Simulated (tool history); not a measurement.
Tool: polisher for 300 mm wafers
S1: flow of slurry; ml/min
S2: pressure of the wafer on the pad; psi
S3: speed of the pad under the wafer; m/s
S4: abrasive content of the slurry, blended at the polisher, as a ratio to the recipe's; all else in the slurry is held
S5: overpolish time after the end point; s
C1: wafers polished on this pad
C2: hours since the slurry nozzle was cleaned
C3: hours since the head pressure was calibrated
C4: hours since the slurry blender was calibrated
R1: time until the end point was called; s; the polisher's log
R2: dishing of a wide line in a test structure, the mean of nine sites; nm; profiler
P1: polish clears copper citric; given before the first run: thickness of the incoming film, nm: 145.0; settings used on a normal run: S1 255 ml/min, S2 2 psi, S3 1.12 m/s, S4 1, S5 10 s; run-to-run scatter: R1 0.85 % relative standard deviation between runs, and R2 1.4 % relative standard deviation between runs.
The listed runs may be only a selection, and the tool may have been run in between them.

| run | hour | S1 | S2 | S3 | S4 | S5 | C1 | C2 | C3 | C4 | R1 | R2 |
|---|---|---|---|---|---|---|---|---|---|---|---|---|
| 1 | 15.4 | 255 | 2 | 1.12 | 1 | 10 | 494 | 400.5 | 476.9 | 75.1 | 89.905 | 10.191 |
| 2 | 28.6 | 255 | 2 | 1.78 | 1 | 10 | 572 | 413.7 | 490.1 | 88.3 | 56.06 | 14.555 |
| 3 | 37.7 | 255 | 2 | 1.12 | 1 | 18 | 627 | 422.8 | 499.2 | 97.4 | 89.17 | 15.944 |
| 4 | 50.7 | 255 | 2.7 | 1.12 | 1 | 10 | 704 | 435.8 | 512.2 | 110.4 | 66.971 | 12.948 |
|  | 57.3 | slurry nozzle cleaned |
| 5 | 66 | 255 | 2 | 1.12 | 1 | 5 | 795 | 8.7 | 527.5 | 125.7 | 88.963 | 5.7508 |
| 6 | 81.1 | 255 | 2 | 1.12 | 1 | 10 | 885 | 23.8 | 542.6 | 140.8 | 88.844 | 10.413 |
| 7 | 91.7 | 255 | 2 | 1.12 | 1.3 | 10 | 949 | 34.4 | 553.2 | 151.4 | 84.521 | 11.064 |
| 8 | 105.9 | 255 | 2 | 1.12 | 1 | 10 | 1033 | 48.6 | 567.4 | 165.6 | 88.947 | 10.621 |
| 9 | 113.8 | 255 | 2 | 1.12 | 1 | 10 | 1080 | 56.5 | 575.3 | 173.5 | 88.636 | 10.522 |
| 10 | 130.2 | 255 | 2 | 0.52 | 1 | 10 | 1178 | 72.9 | 591.7 | 189.9 | 186.06 | 5.5884 |
| 11 | 145.5 | 155 | 2 | 1.12 | 1 | 10 | 1269 | 88.2 | 607 | 205.2 | 96.334 | 9.9768 |
| 12 | 162.8 | 255 | 2 | 1.12 | 0.6 | 10 | 1372 | 105.5 | 624.3 | 222.5 | 98.785 | 9.7101 |
| 13 | 174.3 | 335 | 2 | 1.12 | 1 | 10 | 1441 | 117 | 635.8 | 234 | 88.27 | 10.496 |
| 14 | 187 | 255 | 2 | 1.12 | 1 | 10 | 1517 | 129.7 | 648.5 | 246.7 | 89.193 | 10.49 |
| 15 | 197.8 | 255 | 2 | 1.12 | 1 | 10 | 1581 | 140.5 | 659.3 | 257.5 | 89.241 | 10.29 |
| 16 | 214.4 | 255 | 1.4 | 1.12 | 0.6 | 10 | 1680 | 157.1 | 675.9 | 274.1 | 139.49 | 7.1345 |
| 17 | 222.4 | 255 | 0.9 | 1.12 | 1 | 10 | 1728 | 165.1 | 683.9 | 282.1 | 191.06 | 5.355 |
| 18 | 232.8 | 255 | 2 | 1.12 | 1 | 10 | 1790 | 175.5 | 694.3 | 292.5 | 89.646 | 10.161 |
| 19 | 242.9 | 255 | 2 | 1.12 | 1 | 10 | 1850 | 185.6 | 704.4 | 302.6 | 90.278 | 10.169 |
| 20 | 256.4 | 255 | 2 | 1.12 | 1 | 10 | 1931 | 199.1 | 717.9 | 316.1 | 94.356 | 10.08 |
| 21 | 267.9 | 255 | 2 | 1.12 | 1 | 10 | 1999 | 210.6 | 729.4 | 327.6 | 92.427 | 9.8754 |
| 22 | 278 | 255 | 2 | 1.12 | 1 | 10 | 2059 | 220.7 | 739.5 | 337.7 | 94.987 | 9.6412 |
|  | 285.3 | slurry blender recalibrated |
| 23 | 289 | 255 | 2 | 1.12 | 1 | 10 | 2125 | 231.7 | 750.5 | 3.7 | 94.2 | 10.224 |
|  | 297.3 | head pressure recalibrated |
| 24 | 303.5 | 255 | 2 | 1.12 | 1 | 10 | 2211 | 246.2 | 6.2 | 18.2 | 95.648 | 9.8792 |
| 25 | 312.4 | 255 | 2 | 1.12 | 1 | 10 | 2264 | 255.1 | 15.1 | 27.1 | 95.362 | 10.181 |
| 26 | 328.2 | 255 | 2 | 1.12 | 1 | 10 | 2359 | 270.9 | 30.9 | 42.9 | 95.716 | 9.8684 |
| 27 | 340.5 | 255 | 2 | 1.12 | 1 | 10 | 2432 | 283.2 | 43.2 | 55.2 | 94.898 | 10.06 |
| 28 | 348.8 | 255 | 2 | 1.12 | 1 | 10 | 2481 | 291.5 | 51.5 | 63.5 | 94.494 | 9.7535 |
| 29 | 361.2 | 255 | 2 | 1.12 | 1 | 10 | 2555 | 303.9 | 63.9 | 75.9 | 96.461 | 9.7949 |

The log shows P1 creeping away from where it was. Any of the 2 causes listed here, at the size stated for it, fits the log just as well as the others:
A: removal rate lost through wear of the pad, % = 6.67
B: slurry flow missing at the pad, % = 39.9
The creep began at about hour 232.8.
Other possible causes, and why each is ruled out:
head's pressure below its setpoint, %: was serviced at hour 297.3, once the creep was under way, yet the earlier output never came back
abrasive missing from the slurry, %: was serviced at hour 285.3, once the creep was under way, yet the earlier output never came back

Which of the 4 check runs listed below, each an average over 3 wafers with its results shown as question marks, gives clearly different results under the different listed causes?
| check 1 | 373.6 | 155 | 2 | 0.68 | 1 | 10 |  |  |  |  | ? | ? |
| check 2 | 373.6 | 255 | 2 | 1.74 | 1 | 16 |  |  |  |  | ? | ? |
| check 3 | 373.6 | 255 | 1.3 | 1.12 | 1 | 5 |  |  |  |  | ? | ? |
| check 4 | 373.6 | 255 | 2 | 1.12 | 1 | 18 |  |  |  |  | ? | ? |

Check results expected under each cause:
| check | result | if A | if B |
|---|---|---|---|
| check 1 | R1 | 165.45 | 172.19 |
| check 1 | R2 | 6.2059 | 5.9878 |
| check 2 | R1 | 62.429 | 62.422 |
| check 2 | R2 | 18.784 | 18.786 |
| check 3 | R1 | 145.02 | 145 |
| check 3 | R2 | 3.6964 | 3.6968 |
| check 4 | R1 | 95.883 | 95.873 |
| check 4 | R2 | 15.435 | 15.437 |
Distance between the nearest two causes, measured in the result of the check that separates them most: check 1 4 %; check 2 0.01 %; check 3 0.01 %; check 4 0.01 %
Of the check runs offered, only check 1 discriminates between the causes; the rest would read about the same regardless of which cause applies.

Here is what check 1 returned: R1 165.72 s; R2 6.1443 nm. Which cause is it?

It is A: removal rate lost through wear of the pad, %.
